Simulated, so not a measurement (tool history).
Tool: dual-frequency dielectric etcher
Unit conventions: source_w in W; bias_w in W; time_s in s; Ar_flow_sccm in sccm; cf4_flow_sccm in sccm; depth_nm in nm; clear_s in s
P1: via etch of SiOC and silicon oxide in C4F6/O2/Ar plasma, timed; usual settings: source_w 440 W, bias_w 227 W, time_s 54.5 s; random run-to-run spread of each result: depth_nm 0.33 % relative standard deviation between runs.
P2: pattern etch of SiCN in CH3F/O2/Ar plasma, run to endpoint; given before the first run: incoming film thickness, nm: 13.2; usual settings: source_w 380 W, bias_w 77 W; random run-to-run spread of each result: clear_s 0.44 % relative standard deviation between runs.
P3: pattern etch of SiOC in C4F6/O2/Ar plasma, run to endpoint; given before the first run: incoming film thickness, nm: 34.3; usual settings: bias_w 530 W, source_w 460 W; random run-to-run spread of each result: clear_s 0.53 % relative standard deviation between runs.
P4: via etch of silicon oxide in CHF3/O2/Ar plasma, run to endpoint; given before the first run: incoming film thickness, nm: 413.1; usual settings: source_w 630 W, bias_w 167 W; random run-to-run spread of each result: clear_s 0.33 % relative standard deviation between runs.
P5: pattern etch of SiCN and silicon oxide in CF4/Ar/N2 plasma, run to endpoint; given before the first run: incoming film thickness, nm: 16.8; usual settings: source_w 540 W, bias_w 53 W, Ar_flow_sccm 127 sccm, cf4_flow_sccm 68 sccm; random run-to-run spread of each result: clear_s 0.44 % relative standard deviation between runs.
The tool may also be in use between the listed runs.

| run | hour | process | source_w | bias_w | time_s | Ar_flow_sccm | cf4_flow_sccm | hours since the last wet clean | hours since the last source power generator calibration | hours since the last bias power generator calibration | depth_nm | clear_s |
|---|---|---|---|---|---|---|---|---|---|---|---|---|
| 1 | 3 | P1 | 440 | 227 | 54.5 |  |  | 204.5 | 711.1 | 752.1 | 68.38 |  |
| 2 | 6.8 | P4 | 630 | 167 |  |  |  | 208.3 | 714.9 | 755.9 |  | 210.05 |
| 3 | 9.3 | P1 | 440 | 227 | 32.5 |  |  | 210.8 | 717.4 | 758.4 | 40.677 |  |
| 4 | 14.5 | P1 | 440 | 173 | 54.5 |  |  | 216 | 722.6 | 763.6 | 62.6 |  |
| 5 | 16.9 | P5 | 540 | 53 |  | 127 | 68 | 218.4 | 725 | 766 |  | 19.69 |
| 6 | 19.6 | P4 | 510 | 167 |  |  |  | 221.1 | 727.7 | 768.7 |  | 225.81 |
| 7 | 22.6 | P2 | 380 | 77 |  |  |  | 224.1 | 730.7 | 771.7 |  | 35.61 |
| 8 | 27.8 | P3 | 460 | 346 |  |  |  | 229.3 | 735.9 | 776.9 |  | 11.905 |
| 9 | 31.2 | P3 | 460 | 530 |  |  |  | 232.7 | 739.3 | 780.3 |  | 10.272 |
| 10 | 35.8 | P2 | 380 | 95 |  |  |  | 237.3 | 743.9 | 784.9 |  | 32.898 |
| 11 | 40.7 | P1 | 440 | 227 | 54.5 |  |  | 242.2 | 748.8 | 789.8 | 67.814 |  |
| 12 | 45 | P3 | 300 | 530 |  |  |  | 246.5 | 753.1 | 794.1 |  | 11.988 |
| 13 | 49.4 | P5 | 540 | 65 |  | 127 | 68 | 250.9 | 757.5 | 798.5 |  | 18.428 |
| 14 | 54.4 | P1 | 440 | 227 | 54.5 |  |  | 255.9 | 762.5 | 803.5 | 68.105 |  |
| 15 | 59 | P4 | 630 | 167 |  |  |  | 260.5 | 767.1 | 808.1 |  | 209.38 |
| 16 | 61.7 | P5 | 540 | 53 |  | 127 | 53 | 263.2 | 769.8 | 810.8 |  | 20.724 |
|  | 66.5 | source power generator calibrated |
| 17 | 66.6 | P2 | 380 | 77 |  |  |  | 268.1 | 0.1 | 815.7 |  | 35.681 |
| 18 | 71.4 | P1 | 310 | 227 | 54.5 |  |  | 272.9 | 4.9 | 820.5 | 59.716 |  |
| 19 | 76 | P5 | 540 | 53 |  | 153 | 68 | 277.5 | 9.5 | 825.1 |  | 20.328 |
| 20 | 79.2 | P4 | 630 | 118 |  |  |  | 280.7 | 12.7 | 828.3 |  | 232.59 |
| 21 | 82.7 | P1 | 440 | 309 | 54.5 |  |  | 284.2 | 16.2 | 831.8 | 75.841 |  |
| 22 | 86.7 | P1 | 440 | 227 | 54.5 |  |  | 288.2 | 20.2 | 835.8 | 68.02 |  |
| 23 | 90.2 | P1 | 440 | 227 | 67 |  |  | 291.7 | 23.7 | 839.3 | 83.85 |  |
| 24 | 94.9 | P1 | 440 | 227 | 54.5 |  |  | 296.4 | 28.4 | 844 | 68.259 |  |
| 25 | 100.1 | P1 | 440 | 227 | 54.5 |  |  | 301.6 | 33.6 | 849.2 | 68.194 |  |
| 26 | 103.1 | P5 | 340 | 53 |  | 127 | 68 | 304.6 | 36.6 | 852.2 |  | 29.667 |
| 27 | 106.8 | P1 | 440 | 227 | 54.5 |  |  | 308.3 | 40.3 | 855.9 | 68.449 |  |

For run 28, what comes out?
| 28 | 109.3 | P2 | 470 | 77 |  |  |  | 310.8 | 42.8 | 858.4 |  | ? |

clear_s: 32.73 s

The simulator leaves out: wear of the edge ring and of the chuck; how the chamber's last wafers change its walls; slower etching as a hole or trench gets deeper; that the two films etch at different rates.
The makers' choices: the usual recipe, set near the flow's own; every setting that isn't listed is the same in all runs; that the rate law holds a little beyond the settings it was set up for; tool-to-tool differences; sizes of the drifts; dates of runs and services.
